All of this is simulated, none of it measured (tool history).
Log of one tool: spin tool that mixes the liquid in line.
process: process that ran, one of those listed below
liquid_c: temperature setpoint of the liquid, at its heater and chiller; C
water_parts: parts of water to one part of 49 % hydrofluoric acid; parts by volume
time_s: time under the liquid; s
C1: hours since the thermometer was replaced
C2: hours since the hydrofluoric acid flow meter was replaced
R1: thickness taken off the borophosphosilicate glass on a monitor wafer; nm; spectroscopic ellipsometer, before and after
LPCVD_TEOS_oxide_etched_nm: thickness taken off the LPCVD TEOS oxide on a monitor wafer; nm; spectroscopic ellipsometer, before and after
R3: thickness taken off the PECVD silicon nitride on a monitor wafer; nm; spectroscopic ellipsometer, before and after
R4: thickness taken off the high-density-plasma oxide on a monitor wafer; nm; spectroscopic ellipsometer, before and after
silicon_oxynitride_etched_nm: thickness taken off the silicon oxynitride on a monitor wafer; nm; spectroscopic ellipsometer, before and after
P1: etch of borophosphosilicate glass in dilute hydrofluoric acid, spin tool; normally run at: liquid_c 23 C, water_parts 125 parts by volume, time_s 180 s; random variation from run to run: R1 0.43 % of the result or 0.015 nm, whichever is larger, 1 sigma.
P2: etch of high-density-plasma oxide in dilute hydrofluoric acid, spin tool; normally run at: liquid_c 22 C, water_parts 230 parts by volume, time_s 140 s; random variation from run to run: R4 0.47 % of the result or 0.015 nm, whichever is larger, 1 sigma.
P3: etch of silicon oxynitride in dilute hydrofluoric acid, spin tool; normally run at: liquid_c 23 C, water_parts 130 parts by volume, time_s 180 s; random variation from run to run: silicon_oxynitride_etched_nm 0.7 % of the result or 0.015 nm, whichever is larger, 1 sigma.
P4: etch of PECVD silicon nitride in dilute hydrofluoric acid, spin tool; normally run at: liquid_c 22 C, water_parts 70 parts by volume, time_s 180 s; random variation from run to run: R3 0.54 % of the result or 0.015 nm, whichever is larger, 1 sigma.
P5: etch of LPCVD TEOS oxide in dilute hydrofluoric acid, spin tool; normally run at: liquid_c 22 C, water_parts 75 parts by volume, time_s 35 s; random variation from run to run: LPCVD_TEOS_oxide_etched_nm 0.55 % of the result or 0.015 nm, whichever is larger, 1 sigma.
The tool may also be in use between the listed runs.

{"run": 1, "day": 0.292, "process": "P1", "liquid_c": 23, "water_parts": 125, "time_s": 180, "C1": 1618.2, "C2": 154.2, "R1": 46.524}
{"run": 2, "day": 0.542, "process": "P5", "liquid_c": 22, "water_parts": 75, "time_s": 35, "C1": 1624.2, "C2": 160.2, "LPCVD_TEOS_oxide_etched_nm": 13.198}
{"run": 3, "day": 0.846, "process": "P4", "liquid_c": 18, "water_parts": 70, "time_s": 180, "C1": 1631.5, "C2": 167.5, "R3": 2.9216}
{"run": 4, "day": 1.217, "process": "P4", "liquid_c": 22, "water_parts": 70, "time_s": 180, "C1": 1640.4, "C2": 176.4, "R3": 3.8273}
{"run": 5, "day": 1.633, "process": "P2", "liquid_c": 22, "water_parts": 230, "time_s": 140, "C1": 1650.4, "C2": 186.4, "R4": 5.0254}
{"run": 6, "day": 2.033, "process": "P5", "liquid_c": 22, "water_parts": 75, "time_s": 15, "C1": 1660.0, "C2": 196.0, "LPCVD_TEOS_oxide_etched_nm": 5.6793}
{"run": 7, "day": 2.258, "process": "P3", "liquid_c": 23, "water_parts": 210, "time_s": 180, "C1": 1665.4, "C2": 201.4, "silicon_oxynitride_etched_nm": 1.854}
{"run": 8, "day": 2.658, "process": "P1", "liquid_c": 23, "water_parts": 125, "time_s": 180, "C1": 1675.0, "C2": 211.0, "R1": 46.992}
{"run": 9, "day": 3.038, "process": "P1", "liquid_c": 23, "water_parts": 125, "time_s": 180, "C1": 1684.1, "C2": 220.1, "R1": 46.909}
{"run": 10, "day": 3.279, "process": "P1", "liquid_c": 28, "water_parts": 125, "time_s": 180, "C1": 1689.9, "C2": 225.9, "R1": 56.823}
{"run": 11, "day": 3.629, "process": "P3", "liquid_c": 30, "water_parts": 130, "time_s": 180, "C1": 1698.3, "C2": 234.3, "silicon_oxynitride_etched_nm": 4.3259}
{"run": 12, "day": 3.912, "process": "P1", "liquid_c": 23, "water_parts": 125, "time_s": 20, "C1": 1705.1, "C2": 241.1, "R1": 5.1862}
{"run": 13, "day": 4.171, "process": "P4", "liquid_c": 22, "water_parts": 70, "time_s": 20, "C1": 1711.3, "C2": 247.3, "R3": 0.41031}
{"run": 14, "day": 4.571, "process": "P1", "liquid_c": 23, "water_parts": 125, "time_s": 180, "C1": 1720.9, "C2": 256.9, "R1": 46.664}
{"run": 15, "day": 4.858, "process": "P2", "liquid_c": 22, "water_parts": 230, "time_s": 15, "C1": 1727.8, "C2": 263.8, "R4": 0.53133}
{"run": 16, "day": 5.117, "process": "P5", "liquid_c": 22, "water_parts": 140, "time_s": 35, "C1": 1734.0, "C2": 270.0, "LPCVD_TEOS_oxide_etched_nm": 6.5976}
{"run": 17, "day": 5.433, "process": "P3", "liquid_c": 23, "water_parts": 130, "time_s": 180, "C1": 1741.6, "C2": 277.6, "silicon_oxynitride_etched_nm": 3.1443}
{"run": 18, "day": 5.692, "process": "P5", "liquid_c": 17, "water_parts": 75, "time_s": 35, "C1": 1747.8, "C2": 283.8, "LPCVD_TEOS_oxide_etched_nm": 10.716}
{"run": 19, "day": 6.071, "process": "P1", "liquid_c": 23, "water_parts": 125, "time_s": 180, "C1": 1756.9, "C2": 292.9, "R1": 47.204}
{"run": 20, "day": 6.371, "process": "P3", "liquid_c": 23, "water_parts": 130, "time_s": 180, "C1": 1764.1, "C2": 300.1, "silicon_oxynitride_etched_nm": 3.2226}
{"run": 21, "day": 6.658, "process": "P1", "liquid_c": 23, "water_parts": 220, "time_s": 180, "C1": 1771.0, "C2": 307.0, "R1": 24.081}
{"run": 22, "day": 7.058, "process": "P2", "liquid_c": 22, "water_parts": 75, "time_s": 140, "C1": 1780.6, "C2": 316.6, "R4": 18.218}
{"run": 23, "day": 7.412, "process": "P1", "liquid_c": 23, "water_parts": 170, "time_s": 110, "C1": 1789.1, "C2": 325.1, "R1": 19.986}
{"day": 7.6, "done": "thermometer replaced"}
{"run": 24, "day": 7.692, "process": "P1", "liquid_c": 23, "water_parts": 125, "time_s": 345, "C1": 2.2, "C2": 331.8, "R1": 89.559}
{"run": 25, "day": 8.1, "process": "P3", "liquid_c": 23, "water_parts": 130, "time_s": 265, "C1": 12.0, "C2": 341.6, "silicon_oxynitride_etched_nm": 4.6425}
{"run": 26, "day": 8.421, "process": "P4", "liquid_c": 22, "water_parts": 130, "time_s": 180, "C1": 19.7, "C2": 349.3, "R3": 2.1022}
{"run": 27, "day": 8.846, "process": "P2", "liquid_c": 17, "water_parts": 230, "time_s": 140, "C1": 29.9, "C2": 359.5, "R4": 4.1998}
{"run": 28, "day": 9.2, "process": "P1", "liquid_c": 23, "water_parts": 75, "time_s": 180, "C1": 38.4, "C2": 368.0, "R1": 82.904}
{"run": 29, "day": 9.554, "process": "P5", "liquid_c": 22, "water_parts": 75, "time_s": 35, "C1": 46.9, "C2": 376.5, "LPCVD_TEOS_oxide_etched_nm": 13.242}
{"run": 30, "day": 9.912, "process": "P1", "liquid_c": 17, "water_parts": 125, "time_s": 180, "C1": 55.5, "C2": 385.1, "R1": 36.784}
{"run": 31, "day": 10.25, "process": "P1", "liquid_c": 23, "water_parts": 125, "time_s": 180, "C1": 63.6, "C2": 393.2, "R1": 47.029}

Run 32 comes next. What will it give?
{"run": 32, "day": 10.583, "process": "P1", "liquid_c": 23, "water_parts": 125, "time_s": 180, "C1": 71.6, "C2": 401.2, "R1": "?"}

R1: 45.4970 nm
